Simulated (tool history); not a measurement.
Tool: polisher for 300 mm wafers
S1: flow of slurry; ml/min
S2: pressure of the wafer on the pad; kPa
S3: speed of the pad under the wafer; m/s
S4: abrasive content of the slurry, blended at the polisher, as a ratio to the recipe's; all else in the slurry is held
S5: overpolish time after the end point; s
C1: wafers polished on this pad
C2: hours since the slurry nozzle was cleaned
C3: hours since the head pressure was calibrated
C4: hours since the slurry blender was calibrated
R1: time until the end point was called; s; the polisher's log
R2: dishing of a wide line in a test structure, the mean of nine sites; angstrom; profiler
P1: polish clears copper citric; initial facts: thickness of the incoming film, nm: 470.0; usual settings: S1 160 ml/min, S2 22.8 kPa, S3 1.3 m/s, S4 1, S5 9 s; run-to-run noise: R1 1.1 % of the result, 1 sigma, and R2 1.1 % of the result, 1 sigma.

run	day	S1	S2	S3	S4	S5	C1	C2	C3	C4	R1	R2
1	0.283	160	22.8	1.3	1	9	720	50.9	113.7	198.1	148.98	170.95
2	0.596	160	22.8	1.94	1	9	779	58.4	121.2	205.6	102.8	223.98
3	0.925	160	22.8	1.3	1	9	840	66.3	129.1	213.5	150.13	172.06
4	1.15	160	22.8	1.3	1	9	882	71.7	134.5	218.9	153.65	173.02
5	1.412	160	22.8	1.3	1	9	931	78	140.8	225.2	151.18	171.57
6	1.592	120	35.2	1.3	1	9	965	82.3	145.1	229.5	102.17	227.28
7	1.917	160	22.8	1.3	1	17	1025	90.1	152.9	237.3	147.9	266.87
# day 1.921: head pressure recalibrated
8	2.15	95	22.8	1.3	1	9	1069	95.7	5.5	242.9	170.84	161.8
9	2.358	160	22.8	1.3	1	9	1108	100.7	10.5	247.9	151.29	171.59
10	2.658	205	11	1.3	1	9	1164	107.9	17.7	255.1	296.39	101.08
# day 2.867: slurry blender recalibrated
11	2.996	235	22.8	1.3	1	9	1227	116	25.8	3.1	142.46	178.78
12	3.196	160	16.5	1.3	1	9	1264	120.8	30.6	7.9	209.93	136.2
13	3.358	160	22.8	1.3	1.4	9	1295	124.7	34.5	11.8	139.07	181.82
14	3.608	160	35.9	1.3	1	9	1341	130.7	40.5	17.8	95.469	235.83
15	3.838	160	22.8	1.3	1	3	1384	136.2	46	23.3	151.56	67.701
16	4.025	160	22.8	1.3	0.55	9	1419	140.7	50.5	27.8	169.75	159.1
17	4.188	160	22.8	0.8	1	9	1449	144.6	54.4	31.7	242.88	118.68
18	4.508	160	22.8	1.3	1	9	1509	152.3	62.1	39.4	150.83	171.58
19	4.821	160	22.8	1.3	1	9	1568	159.8	69.6	46.9	152.4	170.53
20	5.129	160	22.8	1.3	1	9	1625	167.2	77	54.3	157.99	167.31
21	5.408	160	22.8	1.3	1	9	1678	173.9	83.7	61	161.7	161.99
# day 5.483: head pressure recalibrated
# day 5.612: worn pad replaced by a new one
22	5.654	160	22.8	1.3	1	9	7	179.8	4.1	66.9	164.01	163.24
23	5.912	160	22.8	1.3	1	9	56	186	10.3	73.1	162.11	166.85
24	6.196	160	22.8	1.3	1	9	109	192.8	17.1	79.9	166.05	165.23
25	6.521	160	22.8	1.3	1	9	169	200.6	24.9	87.7	161.69	160.51
26	6.783	160	22.8	1.3	1	9	218	206.9	31.2	94	164.38	160.08
27	6.979	160	22.8	1.3	1	9	255	211.6	35.9	98.7	162.04	161.31

Compared with where it was, what P1 gives has crept away. Each cause listed below fits the log as well as the rest, at the size given for it:
A: slurry flow missing at the pad, % = 35.1
B: abrasive missing from the slurry, % = 33.8
Onset of the creep was near day 4.508.
Every other cause this tool's parts could produce, and why it does not fit the log:
removal rate lost through wear of the pad, %: serviced at day 5.612, which brought nothing back
head's pressure below its setpoint, %: serviced at day 5.483, which brought nothing back

4 check runs are offered, each on 3 wafers whose results are averaged, their results left as question marks. Which one tells the causes apart?
check 1	7.175	160	22.8	1.3	0.6	9					?	?
check 2	7.175	160	22.8	1.3	1	3					?	?
check 3	7.175	160	22.8	1.3	1.25	3					?	?
check 4	7.175	95	22.8	1.3	1	9					?	?

How each check would come out, cause by cause:
check	result	if A	if B
check 1	R1	183.11	182.08
check 1	R2	149.45	150.11
check 2	R1	164.68	164.67
check 2	R2	63.713	63.717
check 3	R1	156.89	157.25
check 3	R2	66.596	66.456
check 4	R1	192.99	183.55
check 4	R2	143.38	149.17
Per-check spread between the two closest causes, in the result where they differ most: check 1 0.56 %; check 2 0.01 %; check 3 0.23 %; check 4 5.01 %
Check 4 tells the causes apart: in the others they would give nearly the same result.

The results of check 4 are: R1 190.89 s; R2 143.77 angstrom. Based on these, which of the listed causes is it?

A is the cause: slurry flow missing at the pad, %.
